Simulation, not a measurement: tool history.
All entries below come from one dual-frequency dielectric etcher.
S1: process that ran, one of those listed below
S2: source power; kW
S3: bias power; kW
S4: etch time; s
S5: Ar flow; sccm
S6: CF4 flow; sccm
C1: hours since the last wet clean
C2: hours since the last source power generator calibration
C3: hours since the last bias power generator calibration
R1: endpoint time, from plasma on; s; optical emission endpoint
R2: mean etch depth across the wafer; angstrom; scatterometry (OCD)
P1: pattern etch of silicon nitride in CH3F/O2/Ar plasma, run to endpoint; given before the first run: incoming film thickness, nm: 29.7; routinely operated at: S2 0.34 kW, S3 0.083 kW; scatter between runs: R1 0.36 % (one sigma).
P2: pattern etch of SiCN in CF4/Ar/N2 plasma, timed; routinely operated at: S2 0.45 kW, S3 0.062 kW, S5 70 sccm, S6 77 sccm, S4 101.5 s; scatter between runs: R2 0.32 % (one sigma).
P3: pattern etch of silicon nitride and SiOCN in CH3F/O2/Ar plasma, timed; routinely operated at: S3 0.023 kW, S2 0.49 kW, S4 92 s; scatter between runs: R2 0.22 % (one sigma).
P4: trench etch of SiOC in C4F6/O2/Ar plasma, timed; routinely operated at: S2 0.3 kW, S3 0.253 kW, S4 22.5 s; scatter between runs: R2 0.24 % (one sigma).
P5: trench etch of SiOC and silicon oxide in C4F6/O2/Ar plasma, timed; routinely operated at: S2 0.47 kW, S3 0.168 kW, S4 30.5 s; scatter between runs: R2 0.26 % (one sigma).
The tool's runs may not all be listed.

Run 1, hour 8.7: S1 P1, S2 0.34 kW, S3 0.083 kW; C1 406.4; C2 2245.6; C3 2076.9. Result: R1 44.649 s.
Run 2, hour 18.2: S1 P4, S2 0.39 kW, S3 0.253 kW, S4 22.5 s; C1 415.9; C2 2255.1; C3 2086.4. Result: R2 519.3 angstrom.
Run 3, hour 26.7: S1 P1, S2 0.34 kW, S3 0.083 kW; C1 424.4; C2 2263.6; C3 2094.9. Result: R1 44.565 s.
Run 4, hour 35.2: S1 P1, S2 0.34 kW, S3 0.105 kW; C1 432.9; C2 2272.1; C3 2103.4. Result: R1 40.72 s.
Run 5, hour 41.6: S1 P3, S2 0.49 kW, S3 0.023 kW, S4 92 s; C1 439.3; C2 2278.5; C3 2109.8. Result: R2 132.18 angstrom.
Run 6, hour 49.9: S1 P3, S2 0.49 kW, S3 0.023 kW, S4 70 s; C1 447.6; C2 2286.8; C3 2118.1. Result: R2 101.27 angstrom.
Run 7, hour 62.2: S1 P2, S2 0.45 kW, S3 0.062 kW, S4 101.5 s, S5 45 sccm, S6 77 sccm; C1 459.9; C2 2299.1; C3 2130.4. Result: R2 926.45 angstrom.
Run 8, hour 73.7: S1 P1, S2 0.34 kW, S3 0.055 kW; C1 471.4; C2 2310.6; C3 2141.9. Result: R1 51.451 s.
Run 9, hour 80.4: S1 P3, S2 0.49 kW, S3 0.014 kW, S4 92 s; C1 478.1; C2 2317.3; C3 2148.6. Result: R2 108.06 angstrom.
Run 10, hour 87.5: S1 P1, S2 0.34 kW, S3 0.083 kW; C1 485.2; C2 2324.4; C3 2155.7. Result: R1 44.423 s.
Run 11, hour 93.3: S1 P1, S2 0.34 kW, S3 0.083 kW; C1 491; C2 2330.2; C3 2161.5. Result: R1 44.789 s.
Run 12, hour 101.2: S1 P1, S2 0.34 kW, S3 0.083 kW; C1 498.9; C2 2338.1; C3 2169.4. Result: R1 44.697 s.
Run 13, hour 109.4: S1 P2, S2 0.45 kW, S3 0.062 kW, S4 101.5 s, S5 70 sccm, S6 101 sccm; C1 507.1; C2 2346.3; C3 2177.6. Result: R2 904.99 angstrom.
Run 14, hour 116.8: S1 P1, S2 0.46 kW, S3 0.1 kW; C1 514.5; C2 2353.7; C3 2185. Result: R1 37.441 s.
Run 15, hour 130.3: S1 P2, S2 0.45 kW, S3 0.05 kW, S4 101.5 s, S5 70 sccm, S6 77 sccm; C1 528; C2 2367.2; C3 2198.5. Result: R2 824.25 angstrom.
Run 16, hour 138.2: S1 P1, S2 0.34 kW, S3 0.083 kW; C1 535.9; C2 2375.1; C3 2206.4. Result: R1 44.53 s.
Run 17, hour 144.8: S1 P1, S2 0.41 kW, S3 0.104 kW; C1 542.5; C2 2381.7; C3 2213. Result: R1 38.544 s.
Run 18, hour 151.3: S1 P1, S2 0.28 kW, S3 0.083 kW; C1 549; C2 2388.2; C3 2219.5. Result: R1 48.218 s.
Run 19, hour 160.1: S1 P1, S2 0.23 kW, S3 0.106 kW; C1 557.8; C2 2397; C3 2228.3. Result: R1 47.453 s.
Run 20, hour 171.4: S1 P1, S2 0.42 kW, S3 0.083 kW; C1 569.1; C2 2408.3; C3 2239.6. Result: R1 41.336 s.
Run 21, hour 177.3: S1 P5, S2 0.47 kW, S3 0.134 kW, S4 30.5 s; C1 575; C2 2414.2; C3 2245.5. Result: R2 569.17 angstrom.
Run 22, hour 184.5: S1 P5, S2 0.47 kW, S3 0.168 kW, S4 30.5 s; C1 582.2; C2 2421.4; C3 2252.7. Result: R2 608.64 angstrom.
Run 23, hour 192.1: S1 P3, S2 0.61 kW, S3 0.023 kW, S4 92 s; C1 589.8; C2 2429; C3 2260.3. Result: R2 143.07 angstrom.
Run 24, hour 199: S1 P2, S2 0.45 kW, S3 0.062 kW, S4 101.5 s, S5 70 sccm, S6 77 sccm; C1 596.7; C2 2435.9; C3 2267.2. Result: R2 875.8 angstrom.

Run 25 is up next; what results do you expect?
Run 25, hour 211.9: S1 P2, S2 0.45 kW, S3 0.062 kW, S4 101.5 s, S5 70 sccm, S6 77 sccm; C1 609.6; C2 2448.8; C3 2280.1. Result: R2 ?.

Run 25 yielded R2 880.84 angstrom.

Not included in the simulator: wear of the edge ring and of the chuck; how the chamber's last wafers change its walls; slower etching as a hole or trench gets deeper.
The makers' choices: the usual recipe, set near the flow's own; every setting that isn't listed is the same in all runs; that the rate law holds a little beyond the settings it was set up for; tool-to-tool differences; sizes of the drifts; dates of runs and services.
